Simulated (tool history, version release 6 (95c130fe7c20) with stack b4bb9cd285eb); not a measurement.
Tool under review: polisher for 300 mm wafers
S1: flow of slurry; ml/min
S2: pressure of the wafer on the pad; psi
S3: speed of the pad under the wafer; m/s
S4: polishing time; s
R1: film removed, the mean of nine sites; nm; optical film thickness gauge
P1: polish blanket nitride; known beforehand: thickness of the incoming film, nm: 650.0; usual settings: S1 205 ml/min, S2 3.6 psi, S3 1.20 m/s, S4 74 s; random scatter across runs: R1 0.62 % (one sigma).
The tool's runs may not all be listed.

run	hour	S1	S2	S3	S4	R1
1	6.5	205	3.6	1.20	74	182.500
2	11.0	205	3.6	1.20	74	183.670
3	17.6	290	3.6	1.20	74	191.160
4	21.6	205	3.6	0.62	74	109.500
5	28.7	205	5.6	1.20	74	282.800
6	33.9	205	3.6	1.20	74	182.930
# hour 39.1: worn pad replaced by a new one
7	41.1	205	3.6	1.20	100	247.140
8	48.0	125	3.6	1.20	74	167.970
9	55.6	205	3.6	1.78	74	248.910
10	62.5	205	3.6	1.20	74	182.760
11	69.5	205	1.6	1.20	74	80.698
12	74.2	205	3.6	1.20	36	90.262
13	80.0	205	5.4	0.92	74	222.100
14	86.1	205	3.6	1.20	74	183.440
15	92.3	205	3.6	1.20	74	180.030
16	95.7	205	3.6	1.20	74	177.650
17	102.2	205	3.6	1.20	74	177.810

What does the tool deliver on the next run?
# hour 104.3: worn pad replaced by a new one
18	107.2	205	3.6	1.20	74	?

Run 18 came out at R1 174.690 nm.
